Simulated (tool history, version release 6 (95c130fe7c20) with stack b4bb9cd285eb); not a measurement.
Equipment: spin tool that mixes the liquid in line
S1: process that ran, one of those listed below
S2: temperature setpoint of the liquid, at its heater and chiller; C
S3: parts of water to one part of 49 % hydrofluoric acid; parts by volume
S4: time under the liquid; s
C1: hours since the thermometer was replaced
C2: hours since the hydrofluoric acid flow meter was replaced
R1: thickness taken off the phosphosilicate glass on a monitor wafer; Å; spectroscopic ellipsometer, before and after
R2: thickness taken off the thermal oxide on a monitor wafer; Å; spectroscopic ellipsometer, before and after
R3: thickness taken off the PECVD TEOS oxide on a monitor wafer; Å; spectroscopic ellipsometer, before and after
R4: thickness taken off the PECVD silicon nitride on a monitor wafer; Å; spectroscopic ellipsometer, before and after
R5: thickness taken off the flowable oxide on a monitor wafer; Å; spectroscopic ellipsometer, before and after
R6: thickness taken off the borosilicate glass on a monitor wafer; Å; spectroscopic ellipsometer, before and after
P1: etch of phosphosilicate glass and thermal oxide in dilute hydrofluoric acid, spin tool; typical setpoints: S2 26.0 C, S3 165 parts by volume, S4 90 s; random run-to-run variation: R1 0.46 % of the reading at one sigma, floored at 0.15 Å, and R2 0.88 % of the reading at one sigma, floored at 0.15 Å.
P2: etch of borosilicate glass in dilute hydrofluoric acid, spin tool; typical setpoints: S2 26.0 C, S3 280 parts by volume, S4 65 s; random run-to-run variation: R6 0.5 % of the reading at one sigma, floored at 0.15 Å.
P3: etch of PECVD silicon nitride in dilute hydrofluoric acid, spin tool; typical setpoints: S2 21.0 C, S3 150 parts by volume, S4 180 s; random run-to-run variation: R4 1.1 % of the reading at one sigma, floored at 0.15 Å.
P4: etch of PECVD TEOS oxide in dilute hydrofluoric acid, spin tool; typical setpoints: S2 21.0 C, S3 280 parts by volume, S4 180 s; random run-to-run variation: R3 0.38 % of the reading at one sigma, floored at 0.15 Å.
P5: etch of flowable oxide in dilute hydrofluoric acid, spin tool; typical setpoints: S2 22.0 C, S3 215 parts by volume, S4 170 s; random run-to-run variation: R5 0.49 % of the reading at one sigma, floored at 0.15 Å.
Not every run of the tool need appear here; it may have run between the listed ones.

Run 1, hour 11.8: S1 P1, S2 26.0 C, S3 165 parts by volume, S4 90 s; C1 85.4; C2 105.8. Result: R1 313.55 Å, R2 25.396 Å.
Run 2, hour 20.1: S1 P4, S2 29.0 C, S3 280 parts by volume, S4 180 s; C1 93.7; C2 114.1. Result: R3 67.263 Å.
Run 3, hour 32.1: S1 P4, S2 21.0 C, S3 280 parts by volume, S4 180 s; C1 105.7; C2 126.1. Result: R3 50.898 Å.
Run 4, hour 41.8: S1 P1, S2 26.0 C, S3 230 parts by volume, S4 90 s; C1 115.4; C2 135.8. Result: R1 210.14 Å, R2 16.713 Å.
Run 5, hour 53.2: S1 P3, S2 21.0 C, S3 150 parts by volume, S4 355 s; C1 126.8; C2 147.2. Result: R4 42.110 Å.
Run 6, hour 64.7: S1 P5, S2 22.0 C, S3 215 parts by volume, S4 170 s; C1 138.3; C2 158.7. Result: R5 261.93 Å.
Run 7, hour 75.5: S1 P1, S2 26.0 C, S3 165 parts by volume, S4 145 s; C1 149.1; C2 169.5. Result: R1 506.91 Å, R2 40.522 Å.
Run 8, hour 87.6: S1 P1, S2 26.0 C, S3 165 parts by volume, S4 90 s; C1 161.2; C2 181.6. Result: R1 316.43 Å, R2 25.269 Å.
Run 9, hour 93.7: S1 P5, S2 29.5 C, S3 215 parts by volume, S4 170 s; C1 167.3; C2 187.7. Result: R5 343.26 Å.
Run 10, hour 100.8: S1 P3, S2 21.0 C, S3 150 parts by volume, S4 180 s; C1 174.4; C2 194.8. Result: R4 21.559 Å.
Run 11, hour 111.7: S1 P1, S2 26.0 C, S3 35 parts by volume, S4 90 s; C1 185.3; C2 205.7. Result: R1 1758.20 Å, R2 141.210 Å.
Run 12, hour 124.1: S1 P1, S2 31.0 C, S3 165 parts by volume, S4 90 s; C1 197.7; C2 218.1. Result: R1 375.45 Å, R2 30.153 Å.
Run 13, hour 130.7: S1 P1, S2 33.0 C, S3 225 parts by volume, S4 90 s; C1 204.3; C2 224.7. Result: R1 275.41 Å, R2 21.806 Å.
At hour 134.0: thermometer replaced.
Run 14, hour 144.6: S1 P5, S2 22.0 C, S3 295 parts by volume, S4 170 s; C1 10.7; C2 238.6. Result: R5 177.37 Å.
Run 15, hour 150.7: S1 P4, S2 21.0 C, S3 280 parts by volume, S4 360 s; C1 16.8; C2 244.7. Result: R3 102.180 Å.
Run 16, hour 163.7: S1 P2, S2 26.0 C, S3 280 parts by volume, S4 65 s; C1 29.8; C2 257.7. Result: R6 60.932 Å.
Run 17, hour 177.3: S1 P2, S2 20.5 C, S3 280 parts by volume, S4 65 s; C1 43.4; C2 271.3. Result: R6 49.861 Å.
Run 18, hour 185.6: S1 P1, S2 21.5 C, S3 165 parts by volume, S4 90 s; C1 51.7; C2 279.6. Result: R1 267.41 Å, R2 21.003 Å.
Run 19, hour 192.9: S1 P1, S2 26.0 C, S3 165 parts by volume, S4 90 s; C1 59.0; C2 286.9. Result: R1 314.36 Å, R2 25.119 Å.
Run 20, hour 205.3: S1 P3, S2 21.0 C, S3 245 parts by volume, S4 180 s; C1 71.4; C2 299.3. Result: R4 13.535 Å.
Run 21, hour 212.4: S1 P1, S2 26.0 C, S3 165 parts by volume, S4 90 s; C1 78.5; C2 306.4. Result: R1 312.49 Å, R2 25.727 Å.
Run 22, hour 222.9: S1 P1, S2 26.0 C, S3 165 parts by volume, S4 30 s; C1 89.0; C2 316.9. Result: R1 105.57 Å, R2 8.599 Å.
Run 23, hour 230.3: S1 P2, S2 26.0 C, S3 50 parts by volume, S4 65 s; C1 96.4; C2 324.3. Result: R6 449.560 Å.
Run 24, hour 240.3: S1 P4, S2 21.0 C, S3 110 parts by volume, S4 180 s; C1 106.4; C2 334.3. Result: R3 155.750 Å.
Run 25, hour 251.3: S1 P5, S2 22.0 C, S3 215 parts by volume, S4 170 s; C1 117.4; C2 345.3. Result: R5 263.01 Å.
Run 26, hour 263.8: S1 P2, S2 26.0 C, S3 280 parts by volume, S4 25 s; C1 129.9; C2 357.8. Result: R6 23.404 Å.
Run 27, hour 273.2: S1 P3, S2 17.0 C, S3 150 parts by volume, S4 180 s; C1 139.3; C2 367.2. Result: R4 16.706 Å.
Run 28, hour 285.3: S1 P2, S2 26.0 C, S3 280 parts by volume, S4 65 s; C1 151.4; C2 379.3. Result: R6 60.893 Å.
Run 29, hour 292.9: S1 P5, S2 22.0 C, S3 215 parts by volume, S4 275 s; C1 159.0; C2 386.9. Result: R5 424.19 Å.
Run 30, hour 300.8: S1 P1, S2 26.0 C, S3 165 parts by volume, S4 90 s; C1 166.9; C2 394.8. Result: R1 317.76 Å, R2 25.729 Å.
Run 31, hour 313.8: S1 P4, S2 21.0 C, S3 280 parts by volume, S4 180 s; C1 179.9; C2 407.8. Result: R3 51.526 Å.
Run 32, hour 323.8: S1 P1, S2 26.0 C, S3 165 parts by volume, S4 90 s; C1 189.9; C2 417.8. Result: R1 314.83 Å, R2 24.797 Å.
Run 33, hour 333.1: S1 P1, S2 26.0 C, S3 165 parts by volume, S4 90 s; C1 199.2; C2 427.1. Result: R1 304.48 Å, R2 24.305 Å.
Run 34, hour 341.9: S1 P1, S2 26.0 C, S3 165 parts by volume, S4 90 s; C1 208.0; C2 435.9. Result: R1 297.68 Å, R2 23.826 Å.
Run 35, hour 352.7: S1 P1, S2 26.0 C, S3 165 parts by volume, S4 90 s; C1 218.8; C2 446.7. Result: R1 293.61 Å, R2 23.868 Å.
Run 36, hour 362.8: S1 P1, S2 26.0 C, S3 165 parts by volume, S4 90 s; C1 228.9; C2 456.8. Result: R1 295.04 Å, R2 23.623 Å.
Run 37, hour 373.2: S1 P1, S2 26.0 C, S3 165 parts by volume, S4 90 s; C1 239.3; C2 467.2. Result: R1 292.38 Å, R2 23.675 Å.
Run 38, hour 386.8: S1 P1, S2 26.0 C, S3 165 parts by volume, S4 90 s; C1 252.9; C2 480.8. Result: R1 290.76 Å, R2 23.072 Å.
Run 39, hour 397.0: S1 P1, S2 26.0 C, S3 165 parts by volume, S4 90 s; C1 263.1; C2 491.0. Result: R1 290.14 Å, R2 23.437 Å.

Something has made what P1 gives creep away from where it was; the 2 causes below, each at its own stated size, fit the log equally well:
A: liquid colder than its thermometer reads (K) = 2.11
B: hydrofluoric acid flow below the setpoint (%) = 6.38
At approximately hour 323.8, the process output began to creep.

Which of the check runs below tells the causes apart, meaning the causes would give it clearly different results? Each run uses 3 wafers whose results are averaged, and each result is shown as a question mark.
Run check 1, hour 407.2: S1 P4, S2 28.5 C, S3 140 parts by volume, S4 180 s. Result: R3 ?.
Run check 2, hour 407.2: S1 P5, S2 25.5 C, S3 215 parts by volume, S4 170 s. Result: R5 ?.
Run check 3, hour 407.2: S1 P2, S2 26.0 C, S3 130 parts by volume, S4 65 s. Result: R6 ?.
Run check 4, hour 407.2: S1 P3, S2 21.0 C, S3 220 parts by volume, S4 180 s. Result: R4 ?.

Expected result of each check under each candidate cause:
  check  result     if A     if B
check 1      R3  145.130  145.190
check 2      R5   277.22   275.85
check 3      R6  142.970  143.580
check 4      R4   13.141   14.141
Distance between the nearest two causes, measured in the result of the check that separates them most: check 1 0.04 %; check 2 0.5 %; check 3 0.43 %; check 4 7.33 %
Only in check 4 would the causes give clearly different results; in the remaining checks their results would be nearly the same.

Here is what check 4 returned: R4 13.198 Å. Which cause is it?

A is the cause: liquid colder than its thermometer reads (K).
